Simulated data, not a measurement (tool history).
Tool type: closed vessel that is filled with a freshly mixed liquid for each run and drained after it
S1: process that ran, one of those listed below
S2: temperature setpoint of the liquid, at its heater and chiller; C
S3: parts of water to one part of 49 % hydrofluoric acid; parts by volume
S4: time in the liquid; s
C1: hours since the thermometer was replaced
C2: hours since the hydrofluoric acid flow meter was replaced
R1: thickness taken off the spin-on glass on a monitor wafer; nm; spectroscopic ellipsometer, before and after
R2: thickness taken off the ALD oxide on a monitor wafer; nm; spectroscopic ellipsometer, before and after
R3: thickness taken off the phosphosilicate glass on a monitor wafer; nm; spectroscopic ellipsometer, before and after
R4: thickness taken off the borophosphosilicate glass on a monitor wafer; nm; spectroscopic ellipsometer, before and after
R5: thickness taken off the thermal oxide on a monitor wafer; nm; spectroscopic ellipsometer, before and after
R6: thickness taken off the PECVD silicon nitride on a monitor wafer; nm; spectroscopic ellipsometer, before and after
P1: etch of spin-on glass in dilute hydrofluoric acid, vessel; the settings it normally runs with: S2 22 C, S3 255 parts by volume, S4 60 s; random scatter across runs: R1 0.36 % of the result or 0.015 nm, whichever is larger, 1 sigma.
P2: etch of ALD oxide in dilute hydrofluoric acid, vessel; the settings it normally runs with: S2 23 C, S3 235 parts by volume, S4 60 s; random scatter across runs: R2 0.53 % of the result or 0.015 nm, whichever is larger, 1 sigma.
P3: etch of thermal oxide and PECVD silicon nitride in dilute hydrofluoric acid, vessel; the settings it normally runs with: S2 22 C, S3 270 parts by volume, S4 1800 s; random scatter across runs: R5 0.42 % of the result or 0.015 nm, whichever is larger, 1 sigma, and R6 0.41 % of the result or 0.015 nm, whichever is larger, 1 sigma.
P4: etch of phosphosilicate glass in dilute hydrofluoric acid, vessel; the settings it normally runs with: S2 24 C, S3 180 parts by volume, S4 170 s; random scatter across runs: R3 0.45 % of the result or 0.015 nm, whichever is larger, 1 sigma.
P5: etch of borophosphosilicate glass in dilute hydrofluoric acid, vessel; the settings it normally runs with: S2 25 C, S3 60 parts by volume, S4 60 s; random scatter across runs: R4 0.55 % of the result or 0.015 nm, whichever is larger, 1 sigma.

run	hour	S1	S2	S3	S4	C1	C2	R1	R2	R3	R4	R5	R6
1	7.9	P1	22	255	60	935.6	616.3	9.6914					
2	16.6	P1	22	255	30	944.3	625	4.8293					
3	22.5	P2	23	100	60	950.2	630.9		18.08				
4	29.1	P4	24	180	30	956.8	637.5			9.1954			
5	38.5	P1	22	445	60	966.2	646.9	4.6475					
6	45.6	P1	22	255	60	973.3	654	9.6905					
7	56.8	P1	17	130	60	984.5	665.2	17.69					
8	65.2	P1	25.5	255	60	992.9	673.6	11.045					
9	70.5	P1	18	350	60	998.2	678.9	5.585					
10	78.1	P2	31.5	235	60	1005.8	686.5		8.8359				
11	83.7	P1	22	55	60	1011.4	692.1	56.058					
12	92.6	P5	25	60	110	1020.3	701				120.9		
13	103.8	P3	22	270	3040	1031.5	712.2					39.348	54.194
14	114	P4	24	180	170	1041.7	722.4			52.155			
15	120	P1	22	255	60	1047.7	728.4	9.7038					
16	130.4	P3	22	55	1800	1058.1	738.8					145.02	152.62
17	141.3	P4	30	180	170	1069	749.7			65.265			
18	151.4	P3	18.5	270	1800	1079.1	759.8					20.622	25.689
19	163	P5	25	60	60	1090.7	771.4				66.266		
20	171.7	P1	22	255	60	1099.4	780.1	9.6855					
21	181.6	P1	22	255	60	1109.3	790	9.7071					
22	192.3	P2	23	235	60	1120	800.7		6.5626				
23	201.7	P4	24	115	170	1129.4	810.1			88.054			
24	210.5	P1	17	255	60	1138.2	818.9	8.0736					
25	218.6	P3	22	270	1800	1146.3	827					23.509	32.074
26	228.9	P2	23	235	60	1156.6	837.3		6.5497				
27	240.6	P4	24	180	170	1168.3	849			52.256			
28	247.4	P2	23	235	30	1175.1	855.8		3.2676				
29	254	P5	29.5	60	60	1181.7	862.4				79.189		
30	264.9	P5	25	110	60	1192.6	873.3				33.657		
31	276.3	P1	22	255	115	1204	884.7	18.558					
32	285.9	P1	22	255	60	1213.6	894.3	9.7703					
33	294.7	P1	22	255	60	1222.4	903.1	9.498					
34	305.8	P1	22	255	60	1233.5	914.2	9.3514					
35	310.9	P1	22	255	60	1238.6	919.3	9.3078					
36	318.7	P1	22	255	60	1246.4	927.1	9.2796					
37	329.3	P1	22	255	60	1257	937.7	9.2235					
38	336.1	P1	22	255	60	1263.8	944.5	9.199					
39	346.9	P1	22	255	60	1274.6	955.3	9.1339					
40	352	P1	22	255	60	1279.7	960.4	9.1996					
41	361.3	P1	22	255	60	1289	969.7	9.1072					

Run 42 is up next; what results do you expect?
42	368.5	P1	22	255	60	1296.2	976.9	?					

{"run 42": {"R1": 9.1085}}
